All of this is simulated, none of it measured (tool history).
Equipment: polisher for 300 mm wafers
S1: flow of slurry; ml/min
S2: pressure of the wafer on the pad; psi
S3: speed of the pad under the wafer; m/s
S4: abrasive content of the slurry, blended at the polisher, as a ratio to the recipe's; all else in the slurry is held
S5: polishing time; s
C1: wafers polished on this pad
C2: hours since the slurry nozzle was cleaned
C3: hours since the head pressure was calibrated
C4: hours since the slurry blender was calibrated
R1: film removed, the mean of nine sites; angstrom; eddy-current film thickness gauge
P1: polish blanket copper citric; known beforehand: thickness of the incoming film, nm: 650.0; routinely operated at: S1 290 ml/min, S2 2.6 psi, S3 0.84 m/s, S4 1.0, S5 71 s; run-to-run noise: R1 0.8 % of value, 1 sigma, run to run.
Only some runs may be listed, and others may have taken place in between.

run	day	S1	S2	S3	S4	S5	C1	C2	C3	C4	R1
1	0.325	290	2.6	0.84	1.0	71	144	254.4	200.0	316.2	1192.00
2	0.712	290	2.6	0.84	1.0	71	212	263.7	209.3	325.5	1207.20
3	1.250	430	2.6	0.56	1.0	71	306	276.6	222.2	338.4	826.02
# day 1.312: slurry nozzle cleaned
4	1.779	290	2.6	0.84	1.0	71	398	11.2	234.9	351.1	1188.60
5	2.079	175	2.6	0.84	1.0	71	450	18.4	242.1	358.3	1128.80
6	2.542	290	2.6	0.84	1.4	71	531	29.5	253.2	369.4	1295.80
7	3.096	290	2.6	0.84	1.0	71	627	42.8	266.5	382.7	1179.50
8	3.517	290	2.6	0.84	0.5	71	701	52.9	276.6	392.8	1023.10
9	3.767	290	3.9	0.84	1.0	71	744	58.9	282.6	398.8	1760.10
10	4.108	290	2.6	0.38	1.0	71	804	67.1	290.8	407.0	548.68
11	4.388	435	2.6	0.84	1.0	71	852	73.8	297.5	413.7	1222.30
12	4.954	290	2.6	0.84	1.0	35	951	87.4	311.1	427.3	589.22
13	5.321	175	2.6	0.48	1.0	71	1015	96.2	319.9	436.1	651.72
14	5.829	290	2.6	0.84	1.0	71	1104	108.4	332.1	448.3	1167.10
15	6.154	290	2.6	1.28	1.0	71	1160	116.2	339.9	456.1	1761.90
16	6.471	290	2.6	0.84	1.0	112	1216	123.8	347.5	463.7	1855.10
17	6.871	290	1.2	0.84	1.0	71	1285	133.4	357.1	473.3	567.11
18	7.238	290	2.6	0.84	1.0	71	1349	142.2	365.9	482.1	1179.40
19	7.671	290	2.6	0.84	1.0	71	1425	152.6	376.3	492.5	1184.10
20	8.175	290	2.6	0.84	1.0	71	1513	164.7	388.4	504.6	1169.60
21	8.471	290	2.6	0.84	1.0	71	1564	171.8	395.5	511.7	1139.40
# day 8.921: worn pad replaced by a new one
22	8.979	290	2.6	0.84	1.0	71	10	184.0	407.7	523.9	1129.30

Run 23 has not been measured yet. What should we expect?
# day 9.250: head pressure recalibrated
23	9.404	290	2.6	0.84	1.0	71	84	194.2	3.8	534.1	?

R1: 1124.90 angstrom
